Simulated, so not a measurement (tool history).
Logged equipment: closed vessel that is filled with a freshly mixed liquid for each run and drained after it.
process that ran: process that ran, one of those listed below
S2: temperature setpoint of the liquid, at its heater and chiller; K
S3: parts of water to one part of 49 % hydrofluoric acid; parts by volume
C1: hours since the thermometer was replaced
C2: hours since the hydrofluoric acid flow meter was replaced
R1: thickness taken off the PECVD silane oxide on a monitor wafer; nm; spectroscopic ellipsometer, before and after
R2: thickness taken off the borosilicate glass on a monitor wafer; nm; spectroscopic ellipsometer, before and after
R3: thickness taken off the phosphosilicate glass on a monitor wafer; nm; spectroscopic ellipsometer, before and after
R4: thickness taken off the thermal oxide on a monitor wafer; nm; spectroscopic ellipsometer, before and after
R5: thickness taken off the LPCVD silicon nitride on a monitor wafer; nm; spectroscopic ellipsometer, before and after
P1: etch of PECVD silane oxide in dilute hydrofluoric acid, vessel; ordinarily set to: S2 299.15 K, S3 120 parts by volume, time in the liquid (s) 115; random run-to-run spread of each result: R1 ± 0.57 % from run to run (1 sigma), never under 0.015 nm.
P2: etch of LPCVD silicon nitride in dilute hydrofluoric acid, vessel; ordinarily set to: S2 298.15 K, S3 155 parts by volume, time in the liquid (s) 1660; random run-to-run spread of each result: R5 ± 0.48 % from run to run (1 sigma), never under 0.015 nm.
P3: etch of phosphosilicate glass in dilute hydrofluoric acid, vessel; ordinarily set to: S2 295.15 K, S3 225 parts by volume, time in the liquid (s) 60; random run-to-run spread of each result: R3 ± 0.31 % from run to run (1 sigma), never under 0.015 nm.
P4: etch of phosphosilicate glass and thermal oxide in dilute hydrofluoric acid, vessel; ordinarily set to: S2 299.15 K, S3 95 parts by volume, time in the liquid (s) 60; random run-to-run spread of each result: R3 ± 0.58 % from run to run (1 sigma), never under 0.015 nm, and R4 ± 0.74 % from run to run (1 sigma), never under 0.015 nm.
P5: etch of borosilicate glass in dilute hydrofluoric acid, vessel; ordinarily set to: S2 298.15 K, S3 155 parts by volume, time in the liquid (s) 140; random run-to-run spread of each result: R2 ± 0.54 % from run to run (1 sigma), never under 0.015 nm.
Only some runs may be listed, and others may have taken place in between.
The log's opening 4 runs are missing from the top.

run 5 day=1.971 | process_that_ran=P5 S2=298.15 S3=155 time_in_the_liquid_(s)=140 | C1=740.2 C2=1810.9 | R2=30.077
run 6 day=2.462 | process_that_ran=P1 S2=299.15 S3=120 time_in_the_liquid_(s)=115 | C1=752.0 C2=1822.7 | R1=20.9750
run 7 day=2.742 | process_that_ran=P1 S2=306.15 S3=120 time_in_the_liquid_(s)=115 | C1=758.7 C2=1829.4 | R1=27.1280
run 8 day=3.229 | process_that_ran=P2 S2=298.15 S3=55 time_in_the_liquid_(s)=1660 | C1=770.4 C2=1841.1 | R5=18.1150
run 9 day=3.538 | process_that_ran=P1 S2=299.15 S3=120 time_in_the_liquid_(s)=175 | C1=777.8 C2=1848.5 | R1=31.7480
run 10 day=3.938 | process_that_ran=P1 S2=299.15 S3=120 time_in_the_liquid_(s)=115 | C1=787.4 C2=1858.1 | R1=21.0610
run 11 day=4.246 | process_that_ran=P1 S2=294.65 S3=80 time_in_the_liquid_(s)=115 | C1=794.8 C2=1865.5 | R1=27.6980
run 12 day=4.567 | process_that_ran=P4 S2=299.15 S3=50 time_in_the_liquid_(s)=60 | C1=802.5 C2=1873.2 | R3=124.430 R4=6.0958
run 13 day=5.038 | process_that_ran=P1 S2=291.15 S3=120 time_in_the_liquid_(s)=115 | C1=813.8 C2=1884.5 | R1=15.3240
run 14 day=5.292 | process_that_ran=P4 S2=299.15 S3=95 time_in_the_liquid_(s)=30 | C1=819.9 C2=1890.6 | R3=30.557 R4=1.4975
run 15 day=5.758 | process_that_ran=P1 S2=299.15 S3=120 time_in_the_liquid_(s)=115 | C1=831.1 C2=1901.8 | R1=20.9090
run 16 day=6.267 | process_that_ran=P3 S2=295.15 S3=225 time_in_the_liquid_(s)=60 | C1=843.3 C2=1914.0 | R3=44.401
run 17 day=6.608 | process_that_ran=P1 S2=299.15 S3=185 time_in_the_liquid_(s)=115 | C1=851.5 C2=1922.2 | R1=12.5730
run 18 day=6.842 | process_that_ran=P1 S2=299.15 S3=120 time_in_the_liquid_(s)=30 | C1=857.1 C2=1927.8 | R1=5.4893
run 19 day=7.158 | process_that_ran=P1 S2=299.15 S3=70 time_in_the_liquid_(s)=195 | C1=864.7 C2=1935.4 | R1=65.4340
run 20 day=7.408 | process_that_ran=P3 S2=295.15 S3=225 time_in_the_liquid_(s)=30 | C1=870.7 C2=1941.4 | R3=22.148
run 21 day=7.675 | process_that_ran=P1 S2=299.15 S3=120 time_in_the_liquid_(s)=115 | C1=877.1 C2=1947.8 | R1=20.9300
run 22 day=8.071 | process_that_ran=P2 S2=298.15 S3=155 time_in_the_liquid_(s)=1660 | C1=886.6 C2=1957.3 | R5=6.5418
run 23 day=8.504 | process_that_ran=P5 S2=298.15 S3=55 time_in_the_liquid_(s)=140 | C1=897.0 C2=1967.7 | R2=95.667
run 24 day=8.729 | process_that_ran=P4 S2=294.65 S3=95 time_in_the_liquid_(s)=60 | C1=902.4 C2=1973.1 | R3=51.365 R4=2.5357
run 25 day=9.129 | process_that_ran=P1 S2=299.15 S3=120 time_in_the_liquid_(s)=115 | C1=912.0 C2=1982.7 | R1=21.0960
run 26 day=9.383 | process_that_ran=P5 S2=298.15 S3=155 time_in_the_liquid_(s)=140 | C1=918.1 C2=1988.8 | R2=30.000
run 27 day=9.717 | process_that_ran=P3 S2=301.65 S3=225 time_in_the_liquid_(s)=60 | C1=926.1 C2=1996.8 | R3=55.867
run 28 day=10.138 | process_that_ran=P5 S2=290.15 S3=155 time_in_the_liquid_(s)=140 | C1=936.2 C2=2006.9 | R2=21.890
run 29 day=10.433 | process_that_ran=P1 S2=299.15 S3=120 time_in_the_liquid_(s)=115 | C1=943.3 C2=2014.0 | R1=20.8560

Predict the results of run 30:
run 30 day=10.700 | process_that_ran=P1 S2=299.15 S3=60 time_in_the_liquid_(s)=115 | C1=949.7 C2=2020.4 | R1=?

R1: 45.2250 nm
